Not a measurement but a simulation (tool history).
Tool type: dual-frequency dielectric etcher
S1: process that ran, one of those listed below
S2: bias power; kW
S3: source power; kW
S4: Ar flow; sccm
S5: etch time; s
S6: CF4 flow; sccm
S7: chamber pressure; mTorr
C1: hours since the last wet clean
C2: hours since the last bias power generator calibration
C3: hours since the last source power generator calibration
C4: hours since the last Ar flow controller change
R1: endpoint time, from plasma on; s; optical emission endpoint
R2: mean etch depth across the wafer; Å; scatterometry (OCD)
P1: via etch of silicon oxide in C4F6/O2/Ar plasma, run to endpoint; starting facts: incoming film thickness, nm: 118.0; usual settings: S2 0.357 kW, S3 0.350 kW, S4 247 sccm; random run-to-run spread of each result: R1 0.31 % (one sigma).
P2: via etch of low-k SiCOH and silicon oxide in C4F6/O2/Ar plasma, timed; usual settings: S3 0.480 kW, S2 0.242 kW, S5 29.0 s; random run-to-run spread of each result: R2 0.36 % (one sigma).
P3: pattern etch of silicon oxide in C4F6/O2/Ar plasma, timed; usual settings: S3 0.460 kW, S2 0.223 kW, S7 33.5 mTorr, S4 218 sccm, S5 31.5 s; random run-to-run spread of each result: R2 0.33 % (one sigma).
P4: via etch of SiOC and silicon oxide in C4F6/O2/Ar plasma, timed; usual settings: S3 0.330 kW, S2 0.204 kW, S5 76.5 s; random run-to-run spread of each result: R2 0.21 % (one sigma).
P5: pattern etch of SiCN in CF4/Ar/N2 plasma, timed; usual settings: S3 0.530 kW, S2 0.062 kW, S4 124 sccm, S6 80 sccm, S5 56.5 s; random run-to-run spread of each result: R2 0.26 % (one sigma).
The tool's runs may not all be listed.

| run | hour | S1 | S2 | S3 | S4 | S5 | S6 | S7 | C1 | C2 | C3 | C4 | R1 | R2 |
|---|---|---|---|---|---|---|---|---|---|---|---|---|---|---|
| 1 | 6.6 | P1 | 0.357 | 0.350 | 247 |  |  |  | 431.1 | 2174.6 | 597.4 | 959.4 | 29.357 |  |
| 2 | 14.7 | P1 | 0.424 | 0.350 | 306 |  |  |  | 439.2 | 2182.7 | 605.5 | 967.5 | 28.194 |  |
| 3 | 22.7 | P4 | 0.204 | 0.330 |  | 76.5 |  |  | 447.2 | 2190.7 | 613.5 | 975.5 |  | 834.86 |
| 4 | 29.1 | P4 | 0.204 | 0.330 |  | 99.5 |  |  | 453.6 | 2197.1 | 619.9 | 981.9 |  | 1083.20 |
| 5 | 33.3 | P1 | 0.490 | 0.350 | 247 |  |  |  | 457.8 | 2201.3 | 624.1 | 986.1 | 25.984 |  |
| 6 | 40.2 | P5 | 0.062 | 0.530 | 76 | 56.5 | 80 |  | 464.7 | 2208.2 | 631.0 | 993.0 |  | 568.70 |
| 7 | 46.6 | P1 | 0.357 | 0.350 | 247 |  |  |  | 471.1 | 2214.6 | 637.4 | 999.4 | 29.264 |  |
| 8 | 53.6 | P4 | 0.204 | 0.220 |  | 76.5 |  |  | 478.1 | 2221.6 | 644.4 | 1006.4 |  | 716.33 |
| 9 | 58.2 | P3 | 0.268 | 0.460 | 218 | 31.5 |  | 33.5 | 482.7 | 2226.2 | 649.0 | 1011.0 |  | 1226.60 |
| 10 | 63.1 | P1 | 0.357 | 0.290 | 164 |  |  |  | 487.6 | 2231.1 | 653.9 | 1015.9 | 30.112 |  |
| 11 | 71.3 | P2 | 0.242 | 0.320 |  | 29.0 |  |  | 495.8 | 2239.3 | 662.1 | 1024.1 |  | 701.46 |
| 12 | 76.0 | P5 | 0.062 | 0.530 | 124 | 56.5 | 80 |  | 500.5 | 2244.0 | 666.8 | 1028.8 |  | 529.32 |
| 13 | 81.4 | P1 | 0.357 | 0.260 | 247 |  |  |  | 505.9 | 2249.4 | 672.2 | 1034.2 | 32.745 |  |
| 14 | 89.0 | P1 | 0.357 | 0.350 | 247 |  |  |  | 513.5 | 2257.0 | 679.8 | 1041.8 | 29.489 |  |
| 15 | 96.6 | P1 | 0.357 | 0.350 | 345 |  |  |  | 521.1 | 2264.6 | 687.4 | 1049.4 | 30.487 |  |
| 16 | 103.9 | P5 | 0.038 | 0.530 | 124 | 56.5 | 80 |  | 528.4 | 2271.9 | 694.7 | 1056.7 |  | 451.43 |
| 17 | 110.4 | P3 | 0.223 | 0.460 | 218 | 17.5 |  | 33.5 | 534.9 | 2278.4 | 701.2 | 1063.2 |  | 631.15 |
| 18 | 114.2 | P4 | 0.277 | 0.330 |  | 76.5 |  |  | 538.7 | 2282.2 | 705.0 | 1067.0 |  | 922.53 |
| 19 | 120.0 | P5 | 0.062 | 0.680 | 124 | 56.5 | 80 |  | 544.5 | 2288.0 | 710.8 | 1072.8 |  | 660.85 |
| 20 | 125.3 | P2 | 0.242 | 0.480 |  | 29.0 |  |  | 549.8 | 2293.3 | 716.1 | 1078.1 |  | 813.11 |
| 21 | 132.6 | P1 | 0.208 | 0.350 | 247 |  |  |  | 557.1 | 2300.6 | 723.4 | 1085.4 | 35.373 |  |
| 22 | 139.8 | P3 | 0.223 | 0.260 | 218 | 31.5 |  | 33.5 | 564.3 | 2307.8 | 730.6 | 1092.6 |  | 922.84 |
| 23 | 145.8 | P1 | 0.357 | 0.350 | 168 |  |  |  | 570.3 | 2313.8 | 736.6 | 1098.6 | 28.243 |  |
| 24 | 154.0 | P3 | 0.223 | 0.460 | 269 | 31.5 |  | 33.5 | 578.5 | 2322.0 | 744.8 | 1106.8 |  | 1125.30 |
| 25 | 159.0 | P2 | 0.181 | 0.480 |  | 29.0 |  |  | 583.5 | 2327.0 | 749.8 | 1111.8 |  | 742.40 |
| 26 | 163.6 | P3 | 0.223 | 0.460 | 218 | 31.5 |  | 33.5 | 588.1 | 2331.6 | 754.4 | 1116.4 |  | 1154.00 |
| 27 | 171.0 | P1 | 0.357 | 0.500 | 247 |  |  |  | 595.5 | 2339.0 | 761.8 | 1123.8 | 25.762 |  |
| 28 | 176.0 | P3 | 0.223 | 0.460 | 218 | 31.5 |  | 42.5 | 600.5 | 2344.0 | 766.8 | 1128.8 |  | 1119.60 |
| 29 | 183.2 | P1 | 0.357 | 0.350 | 247 |  |  |  | 607.7 | 2351.2 | 774.0 | 1136.0 | 29.469 |  |
| 30 | 187.6 | P2 | 0.242 | 0.480 |  | 40.5 |  |  | 612.1 | 2355.6 | 778.4 | 1140.4 |  | 1146.20 |
| 31 | 192.2 | P5 | 0.062 | 0.530 | 124 | 31.0 | 80 |  | 616.7 | 2360.2 | 783.0 | 1145.0 |  | 290.01 |
| 32 | 198.9 | P5 | 0.062 | 0.530 | 124 | 56.5 | 60 |  | 623.4 | 2366.9 | 789.7 | 1151.7 |  | 502.71 |
| 33 | 205.5 | P1 | 0.357 | 0.350 | 247 |  |  |  | 630.0 | 2373.5 | 796.3 | 1158.3 | 29.326 |  |
| 34 | 210.2 | P1 | 0.357 | 0.350 | 247 |  |  |  | 634.7 | 2378.2 | 801.0 | 1163.0 | 29.418 |  |
| 35 | 217.7 | P1 | 0.357 | 0.350 | 247 |  |  |  | 642.2 | 2385.7 | 808.5 | 1170.5 | 29.822 |  |
| 36 | 224.2 | P1 | 0.357 | 0.350 | 247 |  |  |  | 648.7 | 2392.2 | 815.0 | 1177.0 | 29.676 |  |
|  | 227.7 | Ar flow controller replaced |
| 37 | 229.6 | P1 | 0.357 | 0.350 | 247 |  |  |  | 654.1 | 2397.6 | 820.4 | 2.0 | 29.699 |  |
| 38 | 237.6 | P1 | 0.357 | 0.350 | 247 |  |  |  | 662.1 | 2405.6 | 828.4 | 10.0 | 29.843 |  |
|  | 245.3 | wet clean of the chamber |
| 39 | 245.7 | P1 | 0.357 | 0.350 | 247 |  |  |  | 0.4 | 2413.7 | 836.5 | 18.1 | 29.827 |  |
| 40 | 253.7 | P1 | 0.357 | 0.350 | 247 |  |  |  | 8.4 | 2421.7 | 844.5 | 26.1 | 29.790 |  |
| 41 | 258.2 | P1 | 0.357 | 0.350 | 247 |  |  |  | 12.9 | 2426.2 | 849.0 | 30.6 | 29.747 |  |
| 42 | 264.1 | P1 | 0.357 | 0.350 | 247 |  |  |  | 18.8 | 2432.1 | 854.9 | 36.5 | 29.826 |  |

What P1 gives has crept off from where it sat before. The 2 causes that follow fit the log equally well, each at the size noted:
A: bias power that arrives under what is set, % = 4.23
B: source power that arrives under what is set, % = 4.04
The gradual shift began around hour 205.5.
Why every other cause is out:
chamber walls in a state that lowers the etch rate, %: serviced at hour 245.3, after the change had begun; the process did not return to its earlier output
Ar flow that arrives over what is set, %: serviced at hour 227.7, after the change had begun; the process did not return to its earlier output

Consider the 4 single-wafer check runs listed below, results given as question marks: which one distinguishes between the causes by giving clearly different results for each?
| check 1 | 270.0 | P3 | 0.223 | 0.460 | 218 | 31.5 |  | 33.5 |  |  |  |  |  | ? |
| check 2 | 270.0 | P4 | 0.204 | 0.330 |  | 76.5 |  |  |  |  |  |  |  | ? |
| check 3 | 270.0 | P2 | 0.242 | 0.480 |  | 29.0 |  |  |  |  |  |  |  | ? |
| check 4 | 270.0 | P5 | 0.062 | 0.530 | 124 | 56.5 | 80 |  |  |  |  |  |  | ? |

If the cause were each of the candidates in turn, the checks would give the following:
| check | result | if A | if B |
|---|---|---|---|
| check 1 | R2 | 1130.80 | 1128.80 |
| check 2 | R2 | 821.76 | 820.62 |
| check 3 | R2 | 805.16 | 803.89 |
| check 4 | R2 | 520.53 | 509.25 |
Minimum pairwise separation of causes per check, each pair taken at its best-separating result: check 1 0.18 %; check 2 0.14 %; check 3 0.16 %; check 4 2.19 %
Check 4 tells the causes apart: in the others they would give nearly the same result.

Check 4 was carried out, with these results: R2 519.04 Å. Which of the listed causes is responsible?

Of the candidate causes, it is A: bias power that arrives under what is set, %.
